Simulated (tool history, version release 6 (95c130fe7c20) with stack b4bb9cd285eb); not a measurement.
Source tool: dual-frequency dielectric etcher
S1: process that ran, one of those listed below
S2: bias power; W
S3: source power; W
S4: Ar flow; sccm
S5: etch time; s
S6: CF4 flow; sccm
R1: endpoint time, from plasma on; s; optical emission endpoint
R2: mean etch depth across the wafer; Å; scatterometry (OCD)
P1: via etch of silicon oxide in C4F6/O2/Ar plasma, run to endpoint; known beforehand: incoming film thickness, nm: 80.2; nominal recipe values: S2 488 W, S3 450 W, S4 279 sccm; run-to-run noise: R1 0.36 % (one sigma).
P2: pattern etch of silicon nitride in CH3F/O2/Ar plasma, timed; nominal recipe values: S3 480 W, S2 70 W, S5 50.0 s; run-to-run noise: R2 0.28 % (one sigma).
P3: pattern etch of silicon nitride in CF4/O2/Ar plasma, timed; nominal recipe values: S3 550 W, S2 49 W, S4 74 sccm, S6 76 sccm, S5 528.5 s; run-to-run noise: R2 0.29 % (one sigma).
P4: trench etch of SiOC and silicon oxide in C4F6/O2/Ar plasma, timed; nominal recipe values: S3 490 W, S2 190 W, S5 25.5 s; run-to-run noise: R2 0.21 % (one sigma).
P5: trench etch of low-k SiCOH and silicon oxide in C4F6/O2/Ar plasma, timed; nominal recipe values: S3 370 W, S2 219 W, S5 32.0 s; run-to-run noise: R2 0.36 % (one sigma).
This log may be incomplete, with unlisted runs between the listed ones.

Run 1, hour 10.1: S1 P1, S2 488 W, S3 450 W, S4 279 sccm. Result: R1 16.951 s.
Run 2, hour 21.5: S1 P2, S2 100 W, S3 480 W, S5 50.0 s. Result: R2 402.30 Å.
Run 3, hour 28.7: S1 P4, S2 190 W, S3 490 W, S5 25.5 s. Result: R2 538.38 Å.
Run 4, hour 37.7: S1 P1, S2 488 W, S3 560 W, S4 279 sccm. Result: R1 15.629 s.
Run 5, hour 44.4: S1 P1, S2 488 W, S3 450 W, S4 279 sccm. Result: R1 16.949 s.
Run 6, hour 52.2: S1 P3, S2 49 W, S3 550 W, S4 74 sccm, S5 528.5 s, S6 76 sccm. Result: R2 10474.00 Å.
Run 7, hour 62.3: S1 P3, S2 49 W, S3 550 W, S4 74 sccm, S5 528.5 s, S6 97 sccm. Result: R2 10891.00 Å.
Run 8, hour 72.1: S1 P2, S2 70 W, S3 290 W, S5 50.0 s. Result: R2 292.50 Å.
Run 9, hour 80.7: S1 P2, S2 70 W, S3 480 W, S5 50.0 s. Result: R2 354.84 Å.
Run 10, hour 87.6: S1 P1, S2 324 W, S3 450 W, S4 279 sccm. Result: R1 19.472 s.
Run 11, hour 95.4: S1 P4, S2 190 W, S3 390 W, S5 25.5 s. Result: R2 493.49 Å.
Run 12, hour 103.5: S1 P1, S2 488 W, S3 450 W, S4 279 sccm. Result: R1 16.927 s.
Run 13, hour 113.0: S1 P2, S2 70 W, S3 480 W, S5 64.5 s. Result: R2 457.07 Å.
Run 14, hour 118.8: S1 P3, S2 40 W, S3 550 W, S4 74 sccm, S5 528.5 s, S6 76 sccm. Result: R2 9724.30 Å.
Run 15, hour 123.9: S1 P3, S2 49 W, S3 550 W, S4 74 sccm, S5 528.5 s, S6 76 sccm. Result: R2 10537.00 Å.
Run 16, hour 130.6: S1 P5, S2 219 W, S3 370 W, S5 32.0 s. Result: R2 1016.90 Å.
Run 17, hour 139.7: S1 P5, S2 219 W, S3 280 W, S5 32.0 s. Result: R2 910.60 Å.
At hour 140.6: bias power generator calibrated.
Run 18, hour 146.0: S1 P4, S2 190 W, S3 490 W, S5 37.5 s. Result: R2 795.82 Å.
Run 19, hour 156.1: S1 P1, S2 634 W, S3 450 W, S4 279 sccm. Result: R1 15.261 s.
Run 20, hour 165.7: S1 P3, S2 49 W, S3 550 W, S4 74 sccm, S5 370.5 s, S6 76 sccm. Result: R2 7369.80 Å.
Run 21, hour 174.9: S1 P1, S2 488 W, S3 320 W, S4 279 sccm. Result: R1 19.196 s.
Run 22, hour 182.5: S1 P1, S2 488 W, S3 350 W, S4 171 sccm. Result: R1 17.602 s.
Run 23, hour 191.2: S1 P5, S2 219 W, S3 370 W, S5 32.0 s. Result: R2 1013.30 Å.
Run 24, hour 196.4: S1 P1, S2 488 W, S3 450 W, S4 279 sccm. Result: R1 16.820 s.
Run 25, hour 203.7: S1 P1, S2 650 W, S3 370 W, S4 279 sccm. Result: R1 16.199 s.
Run 26, hour 215.0: S1 P5, S2 143 W, S3 370 W, S5 32.0 s. Result: R2 890.89 Å.
At hour 217.3: wet clean of the chamber.
Run 27, hour 226.5: S1 P2, S2 70 W, S3 480 W, S5 50.0 s. Result: R2 354.83 Å.
Run 28, hour 236.4: S1 P4, S2 228 W, S3 490 W, S5 25.5 s. Result: R2 571.12 Å.
Run 29, hour 243.8: S1 P3, S2 49 W, S3 550 W, S4 53 sccm, S5 528.5 s, S6 76 sccm. Result: R2 10888.00 Å.
Run 30, hour 250.4: S1 P1, S2 488 W, S3 450 W, S4 358 sccm. Result: R1 17.372 s.
Run 31, hour 261.0: S1 P4, S2 190 W, S3 490 W, S5 25.5 s. Result: R2 539.03 Å.
Run 32, hour 268.8: S1 P5, S2 219 W, S3 370 W, S5 17.5 s. Result: R2 556.72 Å.
Run 33, hour 279.8: S1 P1, S2 488 W, S3 450 W, S4 279 sccm. Result: R1 16.901 s.
Run 34, hour 287.9: S1 P1, S2 488 W, S3 450 W, S4 179 sccm. Result: R1 16.047 s.
Run 35, hour 299.1: S1 P3, S2 49 W, S3 780 W, S4 74 sccm, S5 528.5 s, S6 76 sccm. Result: R2 14164.00 Å.
Run 36, hour 310.4: S1 P1, S2 488 W, S3 450 W, S4 279 sccm. Result: R1 16.915 s.
Run 37, hour 316.5: S1 P1, S2 488 W, S3 450 W, S4 279 sccm. Result: R1 16.851 s.
Run 38, hour 324.0: S1 P1, S2 488 W, S3 450 W, S4 279 sccm. Result: R1 16.714 s.
Run 39, hour 332.3: S1 P1, S2 488 W, S3 450 W, S4 279 sccm. Result: R1 16.675 s.
Run 40, hour 340.2: S1 P1, S2 488 W, S3 450 W, S4 279 sccm. Result: R1 16.767 s.
Run 41, hour 347.1: S1 P1, S2 488 W, S3 450 W, S4 279 sccm. Result: R1 16.639 s.
Run 42, hour 358.3: S1 P1, S2 488 W, S3 450 W, S4 279 sccm. Result: R1 16.693 s.
At hour 361.4: wet clean of the chamber.
At hour 361.7: Ar flow controller replaced.
Run 43, hour 365.9: S1 P1, S2 488 W, S3 450 W, S4 279 sccm. Result: R1 16.579 s.
Run 44, hour 375.1: S1 P1, S2 488 W, S3 450 W, S4 279 sccm. Result: R1 16.695 s.

Run 45 has not been measured yet. What should we expect?
Run 45, hour 383.6: S1 P1, S2 488 W, S3 450 W, S4 279 sccm. Result: R1 ?.

{"run 45": {"R1": 16.611}}
